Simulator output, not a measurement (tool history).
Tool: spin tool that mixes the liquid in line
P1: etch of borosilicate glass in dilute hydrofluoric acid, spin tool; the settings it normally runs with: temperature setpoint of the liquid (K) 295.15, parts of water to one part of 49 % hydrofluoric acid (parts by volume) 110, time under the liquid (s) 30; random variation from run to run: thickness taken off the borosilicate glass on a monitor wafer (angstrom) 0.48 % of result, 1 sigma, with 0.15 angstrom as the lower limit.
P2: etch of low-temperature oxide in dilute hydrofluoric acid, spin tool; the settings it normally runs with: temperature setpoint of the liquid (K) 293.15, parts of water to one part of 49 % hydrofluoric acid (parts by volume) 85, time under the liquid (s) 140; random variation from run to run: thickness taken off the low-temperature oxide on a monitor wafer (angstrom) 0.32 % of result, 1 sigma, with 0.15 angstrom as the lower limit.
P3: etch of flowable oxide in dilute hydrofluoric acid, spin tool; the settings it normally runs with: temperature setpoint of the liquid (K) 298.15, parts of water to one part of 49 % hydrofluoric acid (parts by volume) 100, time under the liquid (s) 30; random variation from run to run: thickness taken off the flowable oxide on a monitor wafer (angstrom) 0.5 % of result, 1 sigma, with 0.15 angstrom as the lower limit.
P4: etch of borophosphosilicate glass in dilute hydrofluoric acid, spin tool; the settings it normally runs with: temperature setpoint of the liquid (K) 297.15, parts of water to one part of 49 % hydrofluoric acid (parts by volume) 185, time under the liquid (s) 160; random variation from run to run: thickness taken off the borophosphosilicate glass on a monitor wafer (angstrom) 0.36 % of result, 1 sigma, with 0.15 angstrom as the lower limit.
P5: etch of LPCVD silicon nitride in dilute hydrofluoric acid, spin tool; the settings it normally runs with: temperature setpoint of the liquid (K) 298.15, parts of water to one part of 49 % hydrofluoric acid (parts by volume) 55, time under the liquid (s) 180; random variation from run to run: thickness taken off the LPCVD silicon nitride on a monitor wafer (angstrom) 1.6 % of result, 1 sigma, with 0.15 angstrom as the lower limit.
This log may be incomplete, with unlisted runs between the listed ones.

run,hour,process that ran,temperature setpoint of the liquid (K),parts of water to one part of 49 % hydrofluoric acid (parts by volume),time under the liquid (s),hours since the thermometer was replaced,hours since the hydrofluoric acid flow meter was replaced,thickness taken off the borosilicate glass on a monitor wafer (angstrom),thickness taken off the borophosphosilicate glass on a monitor wafer (angstrom),thickness taken off the low-temperature oxide on a monitor wafer (angstrom),thickness taken off the LPCVD silicon nitride on a monitor wafer (angstrom),thickness taken off the flowable oxide on a monitor wafer (angstrom)
1,9.5,P1,295.15,110,30,310.4,232.8,103.89,,,,
2,17.9,P1,291.15,110,30,318.8,241.2,89.368,,,,
3,28.1,P1,295.15,110,30,329,251.4,104.7,,,,
4,43.6,P4,297.15,260,160,344.5,266.9,,155.74,,,
5,58.4,P2,298.65,85,140,359.3,281.7,,,350.72,,
6,74.9,P1,295.15,110,30,375.8,298.2,104.45,,,,
7,84.1,P5,291.15,55,180,385,307.4,,,,10.507,
8,97.3,P5,298.15,55,180,398.2,320.6,,,,16.812,
9,107.2,P5,298.15,55,180,408.1,330.5,,,,16.689,
10,122.2,P4,290.15,185,160,423.1,345.5,,181.69,,,
11,137,P1,291.15,110,15,437.9,360.3,44.38,,,,
12,150.2,P1,295.15,40,30,451.1,373.5,313.17,,,,
13,161.4,P2,293.15,85,140,462.3,384.7,,,279.2,,
14,170.1,P2,293.15,85,280,471,393.4,,,560.73,,
15,181.7,P1,300.15,110,30,482.6,405,127.07,,,,
16,191.6,P3,305.65,100,30,492.5,414.9,,,,,275.81
17,207.8,P1,295.15,190,30,508.7,431.1,55.817,,,,
18,223.6,P5,298.15,80,180,524.5,446.9,,,,11.497,
19,233.3,P5,298.15,55,355,534.2,456.6,,,,33.057,
20,243.9,P3,298.15,100,15,544.8,467.2,,,,,104.54
21,259.9,P3,298.15,100,30,560.8,483.2,,,,,209.54
22,269.2,P1,295.15,110,50,570.1,492.5,174.88,,,,
23,287.1,P4,297.15,185,160,588,510.4,,237.62,,,
24,301.9,P4,297.15,185,160,602.8,525.2,,237.61,,,
25,316.5,P4,297.15,185,290,617.4,539.8,,433.56,,,
26,325.4,P1,299.15,110,60,626.3,548.7,243.3,,,,
27,340.5,P2,293.15,85,140,641.4,563.8,,,279.68,,
28,349.6,P3,298.15,25,30,650.5,572.9,,,,,924.44
29,359.5,P3,298.15,100,30,660.4,582.8,,,,,209.3
30,373.7,P1,295.15,110,30,674.6,597,105.22,,,,
31,391.3,P2,293.15,135,140,692.2,614.6,,,166.44,,
32,408.7,P1,295.15,110,30,709.6,632,104.6,,,,
33,423.7,P1,295.15,110,15,724.6,647,52.611,,,,
34,439.6,P1,295.15,110,30,740.5,662.9,106.19,,,,
35,453.5,P1,295.15,110,30,754.4,676.8,108.2,,,,
36,469.2,P1,295.15,110,30,770.1,692.5,109.68,,,,
37,483.7,P1,295.15,110,30,784.6,707,111.07,,,,
38,493.5,P1,295.15,110,30,794.4,716.8,111.18,,,,
39,509.8,P1,295.15,110,30,810.7,733.1,112.01,,,,
40,523.3,P1,295.15,110,30,824.2,746.6,111.71,,,,

What P1 gives has crept off from where it sat before. The 2 causes that follow fit the log equally well, each at the size noted:
A: hydrofluoric acid flow above the setpoint (%) = 6.16
B: liquid hotter than its thermometer reads (K) = 1.7
The creep began at about hour 439.6.

4 check runs are offered, each on 5 wafers whose results are averaged, their results left as question marks. Which one tells the causes apart?
check 1,536.8,P2,293.15,130,270,,,,,?,,
check 2,536.8,P3,298.15,50,15,,,,,,,?
check 3,536.8,P5,292.15,55,305,,,,,,?,
check 4,536.8,P4,290.15,185,160,,,,?,,,

Expected result of each check under each candidate cause:
check,result,if A,if B
check 1,thickness taken off the low-temperature oxide on a monitor wafer (angstrom),359.76,359.79
check 2,thickness taken off the flowable oxide on a monitor wafer (angstrom),237.52,238.77
check 3,thickness taken off the LPCVD silicon nitride on a monitor wafer (angstrom),20.111,21.353
check 4,thickness taken off the borophosphosilicate glass on a monitor wafer (angstrom),194.8,194.4
Per check, the gap between the least separated pair of causes, taken in the result that splits them most: check 1 0.01 %; check 2 0.52 %; check 3 5.99 %; check 4 0.2 %
Check 3 tells the causes apart: in the others they would give nearly the same result.

Then check 3 was run and gave: thickness taken off the LPCVD silicon nitride on a monitor wafer (angstrom) 21.354. Which cause is it?

The cause is B: liquid hotter than its thermometer reads (K).

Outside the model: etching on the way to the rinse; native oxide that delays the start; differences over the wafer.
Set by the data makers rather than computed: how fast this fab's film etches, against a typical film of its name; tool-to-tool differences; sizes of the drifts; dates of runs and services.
